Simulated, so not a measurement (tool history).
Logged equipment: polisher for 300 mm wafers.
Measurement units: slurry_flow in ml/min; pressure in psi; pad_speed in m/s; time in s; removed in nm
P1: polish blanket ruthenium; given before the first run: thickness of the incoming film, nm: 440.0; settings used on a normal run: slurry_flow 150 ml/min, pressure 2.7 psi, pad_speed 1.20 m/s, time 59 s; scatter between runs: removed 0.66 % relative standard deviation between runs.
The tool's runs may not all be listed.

run,hour,slurry_flow,pressure,pad_speed,time,removed
1,9.2,150,2.7,1.20,59,89.366
2,18.3,150,2.7,1.20,59,90.471
3,27.1,150,2.7,1.20,59,89.551
4,34.6,150,1.7,1.20,92,88.561
5,45.3,150,2.7,0.66,59,49.638
6,56.3,150,1.6,1.20,59,53.498
7,64.3,215,2.7,1.20,59,95.549
8,72.2,150,2.7,1.20,59,88.434
9,78.2,150,2.7,1.20,88,134.540
10,89.2,150,2.7,1.76,59,132.260
11,100.1,150,2.7,1.20,36,55.198
12,106.4,90,2.7,1.20,59,81.071
13,117.4,150,4.0,1.20,59,132.980

Predict the results of run 14:
14,126.9,150,2.7,1.20,59,?

{"run 14": {"removed": 90.1}}
